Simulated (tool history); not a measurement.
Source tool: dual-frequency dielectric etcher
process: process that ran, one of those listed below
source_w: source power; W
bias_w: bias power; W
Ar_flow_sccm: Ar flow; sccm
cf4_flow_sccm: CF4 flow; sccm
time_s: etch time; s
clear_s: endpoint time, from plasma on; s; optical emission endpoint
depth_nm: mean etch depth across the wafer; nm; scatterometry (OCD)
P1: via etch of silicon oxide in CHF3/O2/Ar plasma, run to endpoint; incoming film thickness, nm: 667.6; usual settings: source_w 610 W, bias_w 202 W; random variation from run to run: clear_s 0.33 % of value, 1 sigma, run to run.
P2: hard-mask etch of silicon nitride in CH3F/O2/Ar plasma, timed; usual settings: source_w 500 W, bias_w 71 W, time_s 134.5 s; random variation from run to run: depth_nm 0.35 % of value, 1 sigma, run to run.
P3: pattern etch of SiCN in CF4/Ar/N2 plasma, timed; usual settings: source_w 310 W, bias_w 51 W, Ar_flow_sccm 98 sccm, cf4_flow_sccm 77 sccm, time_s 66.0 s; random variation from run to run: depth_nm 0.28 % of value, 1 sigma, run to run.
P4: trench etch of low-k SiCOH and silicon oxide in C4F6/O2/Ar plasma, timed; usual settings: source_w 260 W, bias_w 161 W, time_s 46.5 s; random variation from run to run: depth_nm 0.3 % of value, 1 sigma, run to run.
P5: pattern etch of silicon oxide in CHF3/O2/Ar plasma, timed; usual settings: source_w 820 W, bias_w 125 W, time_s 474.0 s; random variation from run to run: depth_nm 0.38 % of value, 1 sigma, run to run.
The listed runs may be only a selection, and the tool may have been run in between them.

Run 1, hour 13.3: process P1, source_w 610 W, bias_w 202 W. Result: clear_s 318.95 s.
Run 2, hour 26.1: process P3, source_w 310 W, bias_w 51 W, Ar_flow_sccm 98 sccm, cf4_flow_sccm 77 sccm, time_s 66.0 s. Result: depth_nm 38.127 nm.
Run 3, hour 33.2: process P1, source_w 610 W, bias_w 124 W. Result: clear_s 374.99 s.
Run 4, hour 44.8: process P2, source_w 500 W, bias_w 91 W, time_s 134.5 s. Result: depth_nm 106.860 nm.
Run 5, hour 56.9: process P1, source_w 490 W, bias_w 147 W. Result: clear_s 384.49 s.
Run 6, hour 69.4: process P1, source_w 610 W, bias_w 202 W. Result: clear_s 319.34 s.
Run 7, hour 76.6: process P3, source_w 310 W, bias_w 51 W, Ar_flow_sccm 98 sccm, cf4_flow_sccm 95 sccm, time_s 66.0 s. Result: depth_nm 39.152 nm.
Run 8, hour 88.6: process P1, source_w 610 W, bias_w 202 W. Result: clear_s 318.14 s.
Run 9, hour 103.3: process P3, source_w 310 W, bias_w 51 W, Ar_flow_sccm 118 sccm, cf4_flow_sccm 77 sccm, time_s 66.0 s. Result: depth_nm 36.914 nm.
Run 10, hour 118.5: process P1, source_w 610 W, bias_w 202 W. Result: clear_s 319.26 s.
Run 11, hour 125.4: process P3, source_w 310 W, bias_w 51 W, Ar_flow_sccm 98 sccm, cf4_flow_sccm 77 sccm, time_s 86.0 s. Result: depth_nm 49.639 nm.
Run 12, hour 134.8: process P1, source_w 610 W, bias_w 202 W. Result: clear_s 316.69 s.
Run 13, hour 144.8: process P2, source_w 650 W, bias_w 71 W, time_s 134.5 s. Result: depth_nm 107.750 nm.
At hour 151.7: bias power generator calibrated.
Run 14, hour 157.7: process P4, source_w 260 W, bias_w 161 W, time_s 46.5 s. Result: depth_nm 124.190 nm.
Run 15, hour 171.9: process P4, source_w 260 W, bias_w 161 W, time_s 64.5 s. Result: depth_nm 171.910 nm.
Run 16, hour 181.4: process P2, source_w 500 W, bias_w 71 W, time_s 191.5 s. Result: depth_nm 138.630 nm.
Run 17, hour 190.4: process P4, source_w 260 W, bias_w 208 W, time_s 46.5 s. Result: depth_nm 134.980 nm.
Run 18, hour 199.5: process P3, source_w 210 W, bias_w 51 W, Ar_flow_sccm 98 sccm, cf4_flow_sccm 77 sccm, time_s 66.0 s. Result: depth_nm 27.022 nm.
Run 19, hour 212.5: process P1, source_w 610 W, bias_w 264 W. Result: clear_s 290.14 s.
Run 20, hour 223.1: process P4, source_w 160 W, bias_w 161 W, time_s 46.5 s. Result: depth_nm 102.620 nm.
Run 21, hour 236.6: process P1, source_w 720 W, bias_w 202 W. Result: clear_s 299.50 s.
Run 22, hour 247.3: process P2, source_w 500 W, bias_w 71 W, time_s 134.5 s. Result: depth_nm 97.947 nm.
Run 23, hour 262.4: process P4, source_w 260 W, bias_w 161 W, time_s 46.5 s. Result: depth_nm 123.980 nm.
Run 24, hour 277.6: process P1, source_w 380 W, bias_w 202 W. Result: clear_s 380.12 s.
Run 25, hour 287.8: process P5, source_w 820 W, bias_w 102 W, time_s 474.0 s. Result: depth_nm 882.170 nm.
At hour 294.4: source power generator calibrated.
Run 26, hour 295.4: process P3, source_w 310 W, bias_w 64 W, Ar_flow_sccm 98 sccm, cf4_flow_sccm 77 sccm, time_s 66.0 s. Result: depth_nm 40.978 nm.
Run 27, hour 306.5: process P5, source_w 820 W, bias_w 125 W, time_s 474.0 s. Result: depth_nm 930.390 nm.
Run 28, hour 319.5: process P5, source_w 1160 W, bias_w 125 W, time_s 474.0 s. Result: depth_nm 1075.100 nm.
Run 29, hour 332.9: process P5, source_w 820 W, bias_w 125 W, time_s 639.5 s. Result: depth_nm 1268.400 nm.
Run 30, hour 345.0: process P1, source_w 610 W, bias_w 202 W. Result: clear_s 319.21 s.
Run 31, hour 352.7: process P1, source_w 610 W, bias_w 202 W. Result: clear_s 320.03 s.
Run 32, hour 368.0: process P1, source_w 610 W, bias_w 202 W. Result: clear_s 322.31 s.
Run 33, hour 382.4: process P1, source_w 610 W, bias_w 202 W. Result: clear_s 323.87 s.
Run 34, hour 391.7: process P1, source_w 610 W, bias_w 202 W. Result: clear_s 322.67 s.
Run 35, hour 403.5: process P1, source_w 610 W, bias_w 202 W. Result: clear_s 323.57 s.
At hour 411.7: wet clean of the chamber.
Run 36, hour 414.1: process P1, source_w 610 W, bias_w 202 W. Result: clear_s 322.69 s.
Run 37, hour 421.8: process P1, source_w 610 W, bias_w 202 W. Result: clear_s 322.17 s.
Run 38, hour 429.4: process P1, source_w 610 W, bias_w 202 W. Result: clear_s 323.75 s.
Run 39, hour 438.2: process P1, source_w 610 W, bias_w 202 W. Result: clear_s 321.97 s.
Run 40, hour 451.9: process P1, source_w 610 W, bias_w 202 W. Result: clear_s 322.21 s.
Run 41, hour 464.0: process P1, source_w 610 W, bias_w 202 W. Result: clear_s 322.80 s.

Something has made what P1 gives creep away from where it was; the 2 causes below, each at its own stated size, fit the log equally well:
A: source power that arrives under what is set, % = 4.23
B: bias power that arrives under what is set, % = 4.68
The process output started creeping at around hour 345.0.
What rules out each remaining cause:
chamber walls in a state that lowers the etch rate, %: maintenance at hour 411.7, after the shift began, did not return the process to its former output

Below are 4 check runs, each on a single wafer, with their results shown as question marks. Which of them would tell the listed causes apart, meaning the causes would give clearly different results under it?
Run check 1, hour 476.1: process P2, source_w 500 W, bias_w 86 W, time_s 161.5 s. Result: depth_nm ?.
Run check 2, hour 476.1: process P3, source_w 240 W, bias_w 63 W, Ar_flow_sccm 98 sccm, cf4_flow_sccm 77 sccm, time_s 66.0 s. Result: depth_nm ?.
Run check 3, hour 476.1: process P4, source_w 170 W, bias_w 161 W, time_s 46.5 s. Result: depth_nm ?.
Run check 4, hour 476.1: process P5, source_w 1050 W, bias_w 125 W, time_s 474.0 s. Result: depth_nm ?.

Expected result of each check under each candidate cause:
  check    result      if A      if B
check 1  depth_nm   123.410   123.350
check 2  depth_nm    31.324    32.002
check 3  depth_nm   103.320   103.420
check 4  depth_nm  1012.600  1015.700
How far apart the two closest causes lie, in the result that separates them most: check 1 0.05 %; check 2 2.14 %; check 3 0.1 %; check 4 0.3 %
Check 2 tells the causes apart: in the others they would give nearly the same result.

Running check 2 produced the following: depth_nm 31.375 nm. Which one of the listed causes fits?

A is the cause: source power that arrives under what is set, %.
